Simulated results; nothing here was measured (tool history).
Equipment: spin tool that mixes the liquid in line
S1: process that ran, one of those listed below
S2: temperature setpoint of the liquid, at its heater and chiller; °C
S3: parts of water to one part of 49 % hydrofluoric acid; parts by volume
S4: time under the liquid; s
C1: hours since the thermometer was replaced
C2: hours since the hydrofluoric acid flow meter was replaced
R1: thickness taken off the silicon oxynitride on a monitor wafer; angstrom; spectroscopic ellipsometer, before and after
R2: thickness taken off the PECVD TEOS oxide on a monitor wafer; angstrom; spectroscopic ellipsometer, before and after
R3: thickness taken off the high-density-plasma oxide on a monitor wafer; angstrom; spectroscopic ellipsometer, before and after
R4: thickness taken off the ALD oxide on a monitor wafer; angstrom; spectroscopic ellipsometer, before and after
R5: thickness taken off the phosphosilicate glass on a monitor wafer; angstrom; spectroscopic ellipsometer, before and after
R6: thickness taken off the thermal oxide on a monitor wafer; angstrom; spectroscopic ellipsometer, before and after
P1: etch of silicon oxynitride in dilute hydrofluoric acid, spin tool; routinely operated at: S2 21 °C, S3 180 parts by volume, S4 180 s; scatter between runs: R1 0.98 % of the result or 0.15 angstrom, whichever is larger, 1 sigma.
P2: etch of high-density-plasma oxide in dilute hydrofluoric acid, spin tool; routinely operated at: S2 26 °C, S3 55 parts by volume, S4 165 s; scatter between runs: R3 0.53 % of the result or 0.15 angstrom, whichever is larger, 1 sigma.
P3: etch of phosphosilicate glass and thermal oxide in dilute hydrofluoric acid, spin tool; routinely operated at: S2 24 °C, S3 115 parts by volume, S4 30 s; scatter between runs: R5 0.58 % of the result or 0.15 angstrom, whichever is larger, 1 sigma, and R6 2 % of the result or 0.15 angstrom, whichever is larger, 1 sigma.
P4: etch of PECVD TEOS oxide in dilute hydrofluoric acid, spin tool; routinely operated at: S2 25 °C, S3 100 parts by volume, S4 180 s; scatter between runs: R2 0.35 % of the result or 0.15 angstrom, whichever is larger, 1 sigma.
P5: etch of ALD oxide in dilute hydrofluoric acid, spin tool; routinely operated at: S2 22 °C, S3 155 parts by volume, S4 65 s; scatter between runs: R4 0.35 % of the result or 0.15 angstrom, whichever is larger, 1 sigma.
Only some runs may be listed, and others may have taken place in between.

| run | hour | S1 | S2 | S3 | S4 | C1 | C2 | R1 | R2 | R3 | R4 | R5 | R6 |
|---|---|---|---|---|---|---|---|---|---|---|---|---|---|
| 1 | 6.6 | P1 | 21 | 180 | 180 | 1274.1 | 1289.7 | 22.744 |  |  |  |  |  |
| 2 | 14.8 | P1 | 21 | 180 | 355 | 1282.3 | 1297.9 | 44.214 |  |  |  |  |  |
| 3 | 18.9 | P4 | 17.5 | 100 | 180 | 1286.4 | 1302 |  | 125.04 |  |  |  |  |
| 4 | 22.6 | P2 | 19.5 | 55 | 165 | 1290.1 | 1305.7 |  |  | 138.39 |  |  |  |
| 5 | 26.5 | P1 | 21 | 285 | 180 | 1294 | 1309.6 | 13.237 |  |  |  |  |  |
| 6 | 33.8 | P1 | 25.5 | 245 | 180 | 1301.3 | 1316.9 | 19.46 |  |  |  |  |  |
| 7 | 41.2 | P2 | 26 | 55 | 165 | 1308.7 | 1324.3 |  |  | 179.51 |  |  |  |
| 8 | 48.8 | P1 | 21 | 180 | 180 | 1316.3 | 1331.9 | 22.174 |  |  |  |  |  |
| 9 | 54.9 | P2 | 26 | 55 | 265 | 1322.4 | 1338 |  |  | 287.49 |  |  |  |
| 10 | 59.7 | P1 | 21 | 180 | 180 | 1327.2 | 1342.8 | 22.29 |  |  |  |  |  |
| 11 | 64.1 | P4 | 25 | 100 | 180 | 1331.6 | 1347.2 |  | 170.83 |  |  |  |  |
| 12 | 69.1 | P5 | 30 | 155 | 65 | 1336.6 | 1352.2 |  |  |  | 124.39 |  |  |
| 13 | 74.8 | P1 | 27 | 275 | 180 | 1342.3 | 1357.9 | 17.973 |  |  |  |  |  |
| 14 | 78.9 | P3 | 24 | 115 | 60 | 1346.4 | 1362 |  |  |  |  | 956.25 | 23.943 |
| 15 | 83.9 | P3 | 24 | 40 | 30 | 1351.4 | 1367 |  |  |  |  | 1499.1 | 36.997 |
| 16 | 90.2 | P1 | 17 | 180 | 180 | 1357.7 | 1373.3 | 19.08 |  |  |  |  |  |
| 17 | 96.2 | P5 | 22 | 155 | 15 | 1363.7 | 1379.3 |  |  |  | 21.37 |  |  |
| 18 | 101.1 | P4 | 25 | 20 | 180 | 1368.6 | 1384.2 |  | 947.41 |  |  |  |  |
| 19 | 104.8 | P1 | 17 | 260 | 180 | 1372.3 | 1387.9 | 12.491 |  |  |  |  |  |
| 20 | 113.1 | P5 | 22 | 260 | 65 | 1380.6 | 1396.2 |  |  |  | 49.648 |  |  |
| 21 | 119.8 | P1 | 21 | 180 | 180 | 1387.3 | 1402.9 | 22.817 |  |  |  |  |  |
| 22 | 124.1 | P2 | 26 | 90 | 165 | 1391.6 | 1407.2 |  |  | 105.19 |  |  |  |
| 23 | 128.5 | P5 | 22 | 155 | 65 | 1396 | 1411.6 |  |  |  | 92.907 |  |  |
| 24 | 132.5 | P1 | 21 | 180 | 65 | 1400 | 1415.6 | 8.3715 |  |  |  |  |  |
| 25 | 139.8 | P5 | 22 | 155 | 65 | 1407.3 | 1422.9 |  |  |  | 91.736 |  |  |

Predict the results of run 26:
| 26 | 145.4 | P1 | 21 | 180 | 180 | 1412.9 | 1428.5 | ? |  |  |  |  |  |

Run 26 produced R1 22.294 angstrom.
